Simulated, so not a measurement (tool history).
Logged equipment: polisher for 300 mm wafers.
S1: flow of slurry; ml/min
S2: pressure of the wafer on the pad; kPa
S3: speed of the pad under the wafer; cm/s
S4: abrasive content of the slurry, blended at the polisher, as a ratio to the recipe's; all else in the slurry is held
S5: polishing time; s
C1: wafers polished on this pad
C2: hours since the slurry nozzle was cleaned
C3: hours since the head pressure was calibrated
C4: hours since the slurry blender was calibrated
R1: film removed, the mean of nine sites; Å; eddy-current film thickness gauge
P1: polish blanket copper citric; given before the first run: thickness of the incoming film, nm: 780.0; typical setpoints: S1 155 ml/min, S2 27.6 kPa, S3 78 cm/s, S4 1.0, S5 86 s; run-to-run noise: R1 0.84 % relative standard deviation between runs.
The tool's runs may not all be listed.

| run | hour | S1 | S2 | S3 | S4 | S5 | C1 | C2 | C3 | C4 | R1 |
|---|---|---|---|---|---|---|---|---|---|---|---|
| 1 | 18.0 | 155 | 27.6 | 78 | 1.0 | 86 | 582 | 134.2 | 226.8 | 232.6 | 1697.30 |
| 2 | 33.5 | 155 | 27.6 | 78 | 0.6 | 86 | 707 | 149.7 | 242.3 | 248.1 | 1513.10 |
| 3 | 44.0 | 155 | 27.6 | 78 | 1.0 | 86 | 792 | 160.2 | 252.8 | 258.6 | 1700.20 |
| 4 | 60.9 | 200 | 27.6 | 78 | 1.0 | 86 | 928 | 177.1 | 269.7 | 275.5 | 1770.80 |
| 5 | 71.6 | 155 | 27.6 | 78 | 1.4 | 86 | 1015 | 187.8 | 280.4 | 286.2 | 1811.70 |
| 6 | 88.4 | 95 | 27.6 | 78 | 1.0 | 86 | 1150 | 204.6 | 297.2 | 303.0 | 1543.00 |
| 7 | 98.4 | 100 | 18.6 | 78 | 1.0 | 86 | 1231 | 214.6 | 307.2 | 313.0 | 1065.50 |
| 8 | 114.2 | 155 | 19.3 | 78 | 1.0 | 86 | 1359 | 230.4 | 323.0 | 328.8 | 1196.60 |
| 9 | 131.3 | 155 | 12.4 | 78 | 1.0 | 123 | 1497 | 247.5 | 340.1 | 345.9 | 1142.80 |
|  | 135.3 | head pressure recalibrated |
| 10 | 149.0 | 155 | 27.6 | 78 | 1.0 | 86 | 1640 | 265.2 | 13.8 | 363.6 | 1687.10 |
| 11 | 163.7 | 155 | 27.6 | 78 | 1.0 | 86 | 1758 | 279.9 | 28.5 | 378.3 | 1696.50 |
| 12 | 174.3 | 155 | 27.6 | 78 | 1.0 | 135 | 1844 | 290.5 | 39.1 | 388.9 | 2689.60 |
| 13 | 183.4 | 155 | 27.6 | 122 | 1.0 | 86 | 1917 | 299.6 | 48.2 | 398.0 | 2613.60 |
| 14 | 201.1 | 155 | 27.6 | 78 | 1.0 | 39 | 2060 | 317.3 | 65.9 | 415.7 | 763.96 |
| 15 | 212.0 | 155 | 38.6 | 78 | 1.0 | 86 | 2148 | 328.2 | 76.8 | 426.6 | 2357.40 |
| 16 | 229.6 | 155 | 27.6 | 78 | 1.0 | 86 | 2290 | 345.8 | 94.4 | 444.2 | 1688.60 |
| 17 | 243.6 | 155 | 27.6 | 78 | 1.0 | 86 | 2403 | 359.8 | 108.4 | 458.2 | 1674.20 |
| 18 | 257.0 | 155 | 27.6 | 52 | 1.0 | 86 | 2512 | 373.2 | 121.8 | 471.6 | 1144.70 |
| 19 | 267.8 | 155 | 27.6 | 78 | 1.0 | 86 | 2599 | 384.0 | 132.6 | 482.4 | 1708.20 |
| 20 | 283.0 | 155 | 27.6 | 78 | 1.0 | 86 | 2721 | 399.2 | 147.8 | 497.6 | 1705.30 |
| 21 | 297.2 | 155 | 27.6 | 78 | 1.0 | 86 | 2836 | 413.4 | 162.0 | 511.8 | 1617.20 |
| 22 | 315.5 | 155 | 27.6 | 78 | 1.0 | 86 | 2984 | 431.7 | 180.3 | 530.1 | 1575.90 |
|  | 324.1 | head pressure recalibrated |
| 23 | 326.9 | 155 | 27.6 | 78 | 1.0 | 86 | 3076 | 443.1 | 2.9 | 541.5 | 1544.70 |
|  | 342.5 | slurry blender recalibrated |
| 24 | 343.9 | 155 | 27.6 | 78 | 1.0 | 86 | 3213 | 460.1 | 19.9 | 1.4 | 1542.90 |
| 25 | 354.2 | 155 | 27.6 | 78 | 1.0 | 86 | 3296 | 470.4 | 30.2 | 11.7 | 1534.70 |
| 26 | 365.5 | 155 | 27.6 | 78 | 1.0 | 86 | 3388 | 481.7 | 41.5 | 23.0 | 1548.20 |
| 27 | 376.3 | 155 | 27.6 | 78 | 1.0 | 86 | 3475 | 492.5 | 52.3 | 33.8 | 1556.00 |

P1 has crept away from where it was. The log is fitted equally well by each of these 2 causes, at the sizes shown:
A: removal rate lost through wear of the pad, % = 9.57
B: slurry flow missing at the pad, % = 38
The onset of the drift is placed at about hour 283.0.
The rest of the possible causes, and what rules out each one:
head's pressure below its setpoint, %: serviced at hour 324.1, which brought nothing back
abrasive missing from the slurry, %: serviced at hour 342.5, which brought nothing back

You are offered 4 check runs, listed below with question marks in place of their results; each one averages 2 wafers. Which run separates the listed causes by giving clearly different results for each?
| check 1 | 387.1 | 155 | 27.6 | 78 | 0.80 | 58 |  |  |  |  | ? |
| check 2 | 387.1 | 95 | 27.6 | 56 | 1.00 | 86 |  |  |  |  | ? |
| check 3 | 387.1 | 155 | 27.6 | 78 | 0.65 | 39 |  |  |  |  | ? |
| check 4 | 387.1 | 155 | 27.6 | 78 | 1.20 | 86 |  |  |  |  | ? |

What each check would give under each cause:
| check | result | if A | if B |
|---|---|---|---|
| check 1 | R1 | 989.90 | 989.75 |
| check 2 | R1 | 1004.90 | 952.26 |
| check 3 | R1 | 637.78 | 637.68 |
| check 4 | R1 | 1600.70 | 1600.40 |
Minimum pairwise separation of causes per check, each pair taken at its best-separating result: check 1 0.02 %; check 2 5.38 %; check 3 0.02 %; check 4 0.02 %
The other checks would show nearly matching results whichever cause is true, so check 2 is the only one that separates the causes.

Here is what check 2 returned: R1 1006.80 Å. Which cause is it?

The cause is A: removal rate lost through wear of the pad, %.
